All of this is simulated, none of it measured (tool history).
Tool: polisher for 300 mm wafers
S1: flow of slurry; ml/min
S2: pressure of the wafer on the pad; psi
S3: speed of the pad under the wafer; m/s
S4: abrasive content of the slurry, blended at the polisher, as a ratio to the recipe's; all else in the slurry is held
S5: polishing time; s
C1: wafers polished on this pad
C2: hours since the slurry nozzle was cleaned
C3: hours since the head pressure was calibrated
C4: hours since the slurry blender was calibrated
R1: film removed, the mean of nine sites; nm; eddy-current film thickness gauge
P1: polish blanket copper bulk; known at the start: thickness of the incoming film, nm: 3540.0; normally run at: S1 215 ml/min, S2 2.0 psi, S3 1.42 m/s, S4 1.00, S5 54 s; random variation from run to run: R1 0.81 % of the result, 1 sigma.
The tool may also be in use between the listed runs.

run   hour   S1   S2    S3    S4  S5    C1     C2     C3     C4      R1
  1    8.6  215  2.0  1.42  1.00  54  1039  122.0  713.4   86.2  569.81
  2   15.0  215  2.0  0.82  1.00  25  1087  128.4  719.8   92.6  150.37
  3   19.7  215  2.0  1.42  1.00  54  1121  133.1  724.5   97.3  566.08
  4   28.5  215  2.0  1.42  1.00  54  1186  141.9  733.3  106.1  564.81
  5   33.2  215  2.0  1.42  0.50  54  1221  146.6  738.0  110.8  491.60
  6   39.8  215  3.0  1.42  1.00  54  1270  153.2  744.6  117.4  838.78
  7   46.3  215  2.0  1.42  1.00  76  1318  159.7  751.1  123.9  794.91
  8   51.0  215  2.0  1.42  1.00  39  1352  164.4  755.8  128.6  410.55
  9   58.0  215  2.0  1.42  1.35  54  1404  171.4  762.8  135.6  601.69
 10   67.3  215  2.0  1.42  1.00  54  1473  180.7  772.1  144.9  565.50
 11   75.1  215  2.0  0.92  0.60  54  1530  188.5  779.9  152.7  329.11
 12   82.5  215  1.2  1.42  1.00  54  1585  195.9  787.3  160.1  335.02
 13   92.3  215  2.0  2.00  0.70  54  1657  205.7  797.1  169.9  742.65
 14   99.9  215  2.0  2.26  1.00  54  1713  213.3  804.7  177.5  899.18
 15  108.3  130  2.0  1.42  1.00  54  1775  221.7  813.1  185.9  524.56
 16  115.2  215  2.0  1.42  1.00  54  1826  228.6  820.0  192.8  563.65
 17  121.6  215  2.0  0.64  1.00  54  1873  235.0  826.4  199.2  250.83
 18  127.5  215  2.0  1.42  1.00  54  1917  240.9  832.3  205.1  565.31
     129.5  -- slurry nozzle cleaned
 19  134.2  325  2.0  1.42  1.00  54  1966    4.8  839.0  211.8  591.42
 20  144.1  215  2.0  1.42  1.00  54  2039   14.7  848.9  221.7  559.77

Run 21 comes next. What will it give?
 21  151.8  215  2.0  1.42  1.00  54  2096  22.4  856.6  229.4   ?

R1: 543.71 nm
